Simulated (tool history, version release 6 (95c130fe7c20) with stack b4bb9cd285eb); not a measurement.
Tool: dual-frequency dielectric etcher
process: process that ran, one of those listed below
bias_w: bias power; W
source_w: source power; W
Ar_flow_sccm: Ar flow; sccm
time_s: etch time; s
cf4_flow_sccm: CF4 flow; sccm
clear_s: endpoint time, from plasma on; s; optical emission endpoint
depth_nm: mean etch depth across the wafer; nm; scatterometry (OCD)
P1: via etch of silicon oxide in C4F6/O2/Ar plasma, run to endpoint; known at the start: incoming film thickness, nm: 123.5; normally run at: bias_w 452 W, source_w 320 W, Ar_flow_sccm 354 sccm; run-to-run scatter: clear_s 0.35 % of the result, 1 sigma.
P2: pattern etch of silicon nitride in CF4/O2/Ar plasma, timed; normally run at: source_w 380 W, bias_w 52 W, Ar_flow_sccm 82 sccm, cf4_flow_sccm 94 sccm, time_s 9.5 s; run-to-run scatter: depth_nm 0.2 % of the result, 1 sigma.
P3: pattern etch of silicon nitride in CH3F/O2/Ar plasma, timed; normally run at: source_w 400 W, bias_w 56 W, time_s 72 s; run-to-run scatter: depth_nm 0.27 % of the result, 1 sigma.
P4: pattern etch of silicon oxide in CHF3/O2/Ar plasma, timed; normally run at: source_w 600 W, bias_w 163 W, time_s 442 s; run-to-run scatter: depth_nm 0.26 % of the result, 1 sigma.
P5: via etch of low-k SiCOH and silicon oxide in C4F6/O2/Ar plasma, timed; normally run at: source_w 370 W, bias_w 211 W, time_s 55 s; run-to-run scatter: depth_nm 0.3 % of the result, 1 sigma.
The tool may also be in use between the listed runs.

Run 1, hour 4.1: process P1, bias_w 452 W, source_w 320 W, Ar_flow_sccm 354 sccm. Result: clear_s 31.618 s.
Run 2, hour 9.4: process P1, bias_w 452 W, source_w 320 W, Ar_flow_sccm 271 sccm. Result: clear_s 30.63 s.
Run 3, hour 14.1: process P3, bias_w 56 W, source_w 400 W, time_s 93 s. Result: depth_nm 60.71 nm.
Run 4, hour 21.2: process P1, bias_w 452 W, source_w 230 W, Ar_flow_sccm 450 sccm. Result: clear_s 36.909 s.
Run 5, hour 28.1: process P3, bias_w 56 W, source_w 400 W, time_s 72 s. Result: depth_nm 46.802 nm.
At hour 31.3: source power generator calibrated.
Run 6, hour 35.2: process P2, bias_w 52 W, source_w 380 W, Ar_flow_sccm 82 sccm, time_s 9.5 s, cf4_flow_sccm 94 sccm. Result: depth_nm 14.291 nm.
Run 7, hour 38.5: process P1, bias_w 452 W, source_w 320 W, Ar_flow_sccm 354 sccm. Result: clear_s 31.709 s.
Run 8, hour 42.7: process P2, bias_w 52 W, source_w 290 W, Ar_flow_sccm 82 sccm, time_s 9.5 s, cf4_flow_sccm 94 sccm. Result: depth_nm 11.31 nm.
Run 9, hour 49.8: process P3, bias_w 42 W, source_w 400 W, time_s 72 s. Result: depth_nm 42.866 nm.
Run 10, hour 55.9: process P4, bias_w 197 W, source_w 600 W, time_s 442 s. Result: depth_nm 905.2 nm.
Run 11, hour 59.8: process P5, bias_w 211 W, source_w 370 W, time_s 73.5 s. Result: depth_nm 179.28 nm.
Run 12, hour 63.1: process P5, bias_w 211 W, source_w 370 W, time_s 55 s. Result: depth_nm 134.82 nm.
Run 13, hour 67.8: process P5, bias_w 265 W, source_w 370 W, time_s 55 s. Result: depth_nm 145.03 nm.
Run 14, hour 74.3: process P5, bias_w 211 W, source_w 230 W, time_s 55 s. Result: depth_nm 111.96 nm.
Run 15, hour 80.1: process P1, bias_w 452 W, source_w 220 W, Ar_flow_sccm 354 sccm. Result: clear_s 36.636 s.
Run 16, hour 85.3: process P1, bias_w 452 W, source_w 320 W, Ar_flow_sccm 354 sccm. Result: clear_s 31.657 s.
Run 17, hour 91.7: process P1, bias_w 279 W, source_w 320 W, Ar_flow_sccm 354 sccm. Result: clear_s 37.593 s.
Run 18, hour 98.4: process P2, bias_w 52 W, source_w 380 W, Ar_flow_sccm 53 sccm, time_s 9.5 s, cf4_flow_sccm 94 sccm. Result: depth_nm 14.992 nm.
Run 19, hour 103.3: process P2, bias_w 68 W, source_w 380 W, Ar_flow_sccm 82 sccm, time_s 9.5 s, cf4_flow_sccm 94 sccm. Result: depth_nm 15.79 nm.
Run 20, hour 109.5: process P1, bias_w 452 W, source_w 320 W, Ar_flow_sccm 443 sccm. Result: clear_s 32.426 s.
Run 21, hour 114.7: process P1, bias_w 452 W, source_w 320 W, Ar_flow_sccm 354 sccm. Result: clear_s 31.825 s.
Run 22, hour 118.6: process P4, bias_w 163 W, source_w 820 W, time_s 442 s. Result: depth_nm 956.75 nm.
Run 23, hour 123.5: process P2, bias_w 52 W, source_w 380 W, Ar_flow_sccm 82 sccm, time_s 5 s, cf4_flow_sccm 94 sccm. Result: depth_nm 7.5127 nm.
Run 24, hour 129.9: process P2, bias_w 52 W, source_w 380 W, Ar_flow_sccm 82 sccm, time_s 9.5 s, cf4_flow_sccm 94 sccm. Result: depth_nm 14.248 nm.
Run 25, hour 135.5: process P1, bias_w 536 W, source_w 320 W, Ar_flow_sccm 354 sccm. Result: clear_s 29.87 s.

Run 26 comes next. What will it give?
Run 26, hour 141.1: process P4, bias_w 163 W, source_w 600 W, time_s 305.5 s. Result: depth_nm ?.

{"run 26": {"depth_nm": 587.79}}

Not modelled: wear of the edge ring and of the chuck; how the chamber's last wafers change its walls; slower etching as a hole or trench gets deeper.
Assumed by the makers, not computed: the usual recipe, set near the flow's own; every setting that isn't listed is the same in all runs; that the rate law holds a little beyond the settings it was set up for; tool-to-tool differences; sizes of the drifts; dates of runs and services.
